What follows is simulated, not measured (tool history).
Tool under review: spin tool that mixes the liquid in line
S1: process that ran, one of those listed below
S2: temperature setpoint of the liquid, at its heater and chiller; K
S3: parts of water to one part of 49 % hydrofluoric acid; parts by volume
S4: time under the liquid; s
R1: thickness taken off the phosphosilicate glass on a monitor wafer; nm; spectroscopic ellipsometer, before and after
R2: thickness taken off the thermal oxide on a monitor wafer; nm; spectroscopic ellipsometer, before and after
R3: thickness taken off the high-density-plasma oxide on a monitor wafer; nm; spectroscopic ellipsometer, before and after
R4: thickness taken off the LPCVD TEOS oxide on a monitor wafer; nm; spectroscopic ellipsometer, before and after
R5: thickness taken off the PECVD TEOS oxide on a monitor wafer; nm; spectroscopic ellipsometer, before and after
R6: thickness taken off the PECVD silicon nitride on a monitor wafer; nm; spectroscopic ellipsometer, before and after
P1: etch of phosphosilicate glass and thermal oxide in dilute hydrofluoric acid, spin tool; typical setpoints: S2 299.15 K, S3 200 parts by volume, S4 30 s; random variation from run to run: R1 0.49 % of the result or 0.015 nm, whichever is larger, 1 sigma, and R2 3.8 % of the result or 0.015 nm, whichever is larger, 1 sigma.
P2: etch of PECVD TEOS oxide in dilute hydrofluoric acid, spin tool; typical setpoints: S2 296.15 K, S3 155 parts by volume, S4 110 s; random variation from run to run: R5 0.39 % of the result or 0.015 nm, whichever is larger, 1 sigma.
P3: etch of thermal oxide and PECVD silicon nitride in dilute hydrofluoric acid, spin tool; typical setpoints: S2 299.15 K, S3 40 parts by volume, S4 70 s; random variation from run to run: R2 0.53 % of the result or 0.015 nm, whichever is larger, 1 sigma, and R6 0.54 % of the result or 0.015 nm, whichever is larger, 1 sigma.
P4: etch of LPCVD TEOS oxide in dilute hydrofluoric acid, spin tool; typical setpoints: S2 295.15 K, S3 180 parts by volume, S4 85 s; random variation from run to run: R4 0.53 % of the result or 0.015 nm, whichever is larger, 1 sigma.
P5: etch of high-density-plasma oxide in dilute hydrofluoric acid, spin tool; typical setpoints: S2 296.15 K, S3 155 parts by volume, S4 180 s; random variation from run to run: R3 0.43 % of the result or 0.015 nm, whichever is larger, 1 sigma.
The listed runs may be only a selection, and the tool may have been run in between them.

Run 1, hour 7.0: S1 P1, S2 299.15 K, S3 200 parts by volume, S4 30 s. Result: R1 22.560 nm, R2 0.68155 nm.
Run 2, hour 15.0: S1 P5, S2 296.15 K, S3 155 parts by volume, S4 180 s. Result: R3 5.9908 nm.
Run 3, hour 20.9: S1 P4, S2 295.15 K, S3 95 parts by volume, S4 85 s. Result: R4 47.816 nm.
Run 4, hour 25.5: S1 P1, S2 299.15 K, S3 200 parts by volume, S4 30 s. Result: R1 22.388 nm, R2 0.71642 nm.
Run 5, hour 32.0: S1 P1, S2 305.65 K, S3 200 parts by volume, S4 30 s. Result: R1 28.279 nm, R2 0.88212 nm.
Run 6, hour 40.2: S1 P2, S2 290.15 K, S3 155 parts by volume, S4 110 s. Result: R5 8.8559 nm.
Run 7, hour 44.4: S1 P5, S2 296.15 K, S3 155 parts by volume, S4 85 s. Result: R3 2.8400 nm.
Run 8, hour 50.1: S1 P1, S2 299.15 K, S3 200 parts by volume, S4 30 s. Result: R1 22.339 nm, R2 0.67459 nm.
Run 9, hour 54.9: S1 P4, S2 295.15 K, S3 180 parts by volume, S4 85 s. Result: R4 23.102 nm.
Run 10, hour 60.5: S1 P1, S2 299.15 K, S3 95 parts by volume, S4 15 s. Result: R1 26.812 nm, R2 0.80503 nm.
Run 11, hour 67.8: S1 P1, S2 299.15 K, S3 200 parts by volume, S4 30 s. Result: R1 22.318 nm, R2 0.72942 nm.
Run 12, hour 75.5: S1 P3, S2 299.15 K, S3 40 parts by volume, S4 70 s. Result: R2 9.05030 nm, R6 9.1328 nm.
Run 13, hour 79.8: S1 P3, S2 305.65 K, S3 40 parts by volume, S4 70 s. Result: R2 11.82600 nm, R6 13.9100 nm.
Run 14, hour 85.4: S1 P2, S2 296.15 K, S3 155 parts by volume, S4 180 s. Result: R5 18.5100 nm.
Run 15, hour 89.8: S1 P3, S2 299.15 K, S3 40 parts by volume, S4 130 s. Result: R2 16.88500 nm, R6 17.0400 nm.
Run 16, hour 96.8: S1 P1, S2 299.15 K, S3 110 parts by volume, S4 15 s. Result: R1 22.726 nm, R2 0.70247 nm.
Run 17, hour 101.3: S1 P5, S2 296.15 K, S3 155 parts by volume, S4 180 s. Result: R3 5.9824 nm.
Run 18, hour 107.7: S1 P3, S2 299.15 K, S3 25 parts by volume, S4 70 s. Result: R2 14.77900 nm, R6 14.5370 nm.
Run 19, hour 115.7: S1 P1, S2 299.15 K, S3 200 parts by volume, S4 60 s. Result: R1 44.831 nm, R2 1.45760 nm.
Run 20, hour 120.9: S1 P5, S2 296.15 K, S3 50 parts by volume, S4 180 s. Result: R3 20.9960 nm.
Run 21, hour 127.2: S1 P5, S2 290.15 K, S3 155 parts by volume, S4 180 s. Result: R3 4.7108 nm.
Run 22, hour 135.0: S1 P1, S2 299.15 K, S3 200 parts by volume, S4 15 s. Result: R1 11.343 nm, R2 0.32817 nm.
Run 23, hour 142.4: S1 P1, S2 299.15 K, S3 60 parts by volume, S4 30 s. Result: R1 89.420 nm, R2 2.81610 nm.
Run 24, hour 147.0: S1 P1, S2 293.65 K, S3 200 parts by volume, S4 30 s. Result: R1 18.283 nm, R2 0.57746 nm.
Run 25, hour 150.6: S1 P1, S2 299.15 K, S3 200 parts by volume, S4 30 s. Result: R1 22.464 nm, R2 0.69961 nm.
Run 26, hour 157.7: S1 P4, S2 295.15 K, S3 180 parts by volume, S4 160 s. Result: R4 43.126 nm.
Run 27, hour 162.0: S1 P1, S2 299.15 K, S3 200 parts by volume, S4 30 s. Result: R1 22.342 nm, R2 0.70190 nm.
Run 28, hour 168.1: S1 P4, S2 302.15 K, S3 180 parts by volume, S4 85 s. Result: R4 30.043 nm.
Run 29, hour 172.6: S1 P1, S2 299.15 K, S3 360 parts by volume, S4 30 s. Result: R1 10.585 nm, R2 0.32679 nm.
Run 30, hour 180.9: S1 P2, S2 296.15 K, S3 60 parts by volume, S4 110 s. Result: R5 32.8730 nm.
Run 31, hour 184.9: S1 P1, S2 299.15 K, S3 95 parts by volume, S4 15 s. Result: R1 27.123 nm, R2 0.85967 nm.
Run 32, hour 190.8: S1 P2, S2 296.15 K, S3 155 parts by volume, S4 110 s. Result: R5 11.2650 nm.
Run 33, hour 195.1: S1 P1, S2 299.15 K, S3 200 parts by volume, S4 30 s. Result: R1 22.466 nm, R2 0.74407 nm.
Run 34, hour 198.7: S1 P1, S2 299.15 K, S3 200 parts by volume, S4 30 s. Result: R1 22.248 nm, R2 0.67529 nm.
Run 35, hour 204.4: S1 P1, S2 299.15 K, S3 200 parts by volume, S4 30 s. Result: R1 21.835 nm, R2 0.65155 nm.
Run 36, hour 212.7: S1 P1, S2 299.15 K, S3 200 parts by volume, S4 30 s. Result: R1 21.637 nm, R2 0.67914 nm.
Run 37, hour 220.1: S1 P1, S2 299.15 K, S3 200 parts by volume, S4 30 s. Result: R1 21.413 nm, R2 0.67738 nm.
Run 38, hour 223.8: S1 P1, S2 299.15 K, S3 200 parts by volume, S4 30 s. Result: R1 21.605 nm, R2 0.69317 nm.
Run 39, hour 227.9: S1 P1, S2 299.15 K, S3 200 parts by volume, S4 30 s. Result: R1 21.455 nm, R2 0.64087 nm.
Run 40, hour 235.1: S1 P1, S2 299.15 K, S3 200 parts by volume, S4 30 s. Result: R1 21.153 nm, R2 0.65901 nm.
Run 41, hour 242.3: S1 P1, S2 299.15 K, S3 200 parts by volume, S4 30 s. Result: R1 21.363 nm, R2 0.66358 nm.
Run 42, hour 246.8: S1 P1, S2 299.15 K, S3 200 parts by volume, S4 30 s. Result: R1 21.473 nm, R2 0.69496 nm.
Run 43, hour 250.7: S1 P1, S2 299.15 K, S3 200 parts by volume, S4 30 s. Result: R1 21.345 nm, R2 0.67010 nm.
Run 44, hour 257.5: S1 P1, S2 299.15 K, S3 200 parts by volume, S4 30 s. Result: R1 21.399 nm, R2 0.64963 nm.

The output of P1 has drifted from where it used to be. Each of the 2 causes below, taken at the size shown beside it, accounts for the log equally well:
A: hydrofluoric acid flow below the setpoint (%) = 4.27
B: liquid colder than its thermometer reads (K) = 1.47
The process output started creeping at around hour 195.1.

Each of the 4 check runs below uses one wafer; its results are left as question marks. Which run tells the causes apart?
Run check 1, hour 264.3: S1 P3, S2 304.65 K, S3 40 parts by volume, S4 70 s. Result: R2 ?, R6 ?.
Run check 2, hour 264.3: S1 P5, S2 292.65 K, S3 155 parts by volume, S4 100 s. Result: R3 ?.
Run check 3, hour 264.3: S1 P2, S2 290.15 K, S3 155 parts by volume, S4 110 s. Result: R5 ?.
Run check 4, hour 264.3: S1 P4, S2 299.15 K, S3 180 parts by volume, S4 85 s. Result: R4 ?.

What every check run would give for each of its results, assuming each possible cause in turn:
  check  result      if A      if B
check 1      R2  10.85200  10.72800
check 1      R6   12.5680   11.9320
check 2      R3    2.7595    2.7364
check 3      R5    8.4513    8.3648
check 4      R4    25.370    25.332
Smallest distance between any two causes, each pair judged by its most separating result, in per cent: check 1 5.19 %; check 2 0.84 %; check 3 1.03 %; check 4 0.15 %
Only check 1 tells the causes apart: in the others they would give nearly the same result.

After running check 1, the following was obtained: R2 10.79600 nm; R6 11.9120 nm. Which cause does this point to?

The correct cause is B, namely: liquid colder than its thermometer reads (K).
